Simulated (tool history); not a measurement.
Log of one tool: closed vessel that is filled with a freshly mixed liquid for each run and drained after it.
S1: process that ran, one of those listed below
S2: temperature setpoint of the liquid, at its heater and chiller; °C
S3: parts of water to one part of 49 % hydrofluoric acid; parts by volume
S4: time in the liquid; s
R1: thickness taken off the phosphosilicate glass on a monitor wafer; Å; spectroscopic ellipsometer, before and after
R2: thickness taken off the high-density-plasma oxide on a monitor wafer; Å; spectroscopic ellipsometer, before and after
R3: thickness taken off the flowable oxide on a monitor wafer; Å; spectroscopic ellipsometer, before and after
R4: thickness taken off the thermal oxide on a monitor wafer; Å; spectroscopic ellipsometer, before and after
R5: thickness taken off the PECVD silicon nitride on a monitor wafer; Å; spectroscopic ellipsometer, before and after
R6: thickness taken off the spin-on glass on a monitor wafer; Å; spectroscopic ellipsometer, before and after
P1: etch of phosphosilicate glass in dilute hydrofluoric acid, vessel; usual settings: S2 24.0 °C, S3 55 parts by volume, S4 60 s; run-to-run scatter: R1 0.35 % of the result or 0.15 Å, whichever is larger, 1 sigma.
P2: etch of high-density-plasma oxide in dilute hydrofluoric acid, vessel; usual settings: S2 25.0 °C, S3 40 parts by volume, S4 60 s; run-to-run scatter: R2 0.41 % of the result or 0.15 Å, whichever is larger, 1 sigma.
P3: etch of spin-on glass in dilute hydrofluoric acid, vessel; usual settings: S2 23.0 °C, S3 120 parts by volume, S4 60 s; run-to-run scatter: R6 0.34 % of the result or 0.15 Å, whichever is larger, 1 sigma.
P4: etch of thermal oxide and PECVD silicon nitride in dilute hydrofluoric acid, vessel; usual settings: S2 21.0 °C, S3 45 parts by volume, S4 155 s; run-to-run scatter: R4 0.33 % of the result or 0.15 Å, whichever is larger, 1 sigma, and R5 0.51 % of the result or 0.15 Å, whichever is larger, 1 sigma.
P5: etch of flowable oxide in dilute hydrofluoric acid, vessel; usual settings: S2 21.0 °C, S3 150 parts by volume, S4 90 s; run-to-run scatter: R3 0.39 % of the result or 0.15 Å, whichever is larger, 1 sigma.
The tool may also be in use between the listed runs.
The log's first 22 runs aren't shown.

run 23 day=11.812 | S1=P1 S2=17.0 S3=55 S4=30 | R1=262.56
run 24 day=12.146 | S1=P5 S2=28.0 S3=150 S4=90 | R3=350.260
run 25 day=12.846 | S1=P2 S2=25.0 S3=40 S4=60 | R2=148.270
run 26 day=13.550 | S1=P3 S2=23.0 S3=175 S4=60 | R6=69.090
run 27 day=14.192 | S1=P1 S2=24.0 S3=55 S4=60 | R1=703.95
run 28 day=14.712 | S1=P5 S2=21.0 S3=150 S4=30 | R3=89.243
run 29 day=15.233 | S1=P1 S2=24.0 S3=80 S4=60 | R1=467.69
run 30 day=15.862 | S1=P4 S2=17.0 S3=45 S4=155 | R4=127.510 R5=44.677
run 31 day=16.329 | S1=P1 S2=24.0 S3=55 S4=30 | R1=354.47

Run 32 comes next. What will it give?
run 32 day=16.933 | S1=P5 S2=21.0 S3=150 S4=90 | R3=?

{"run 32": {"R3": 268.94}}
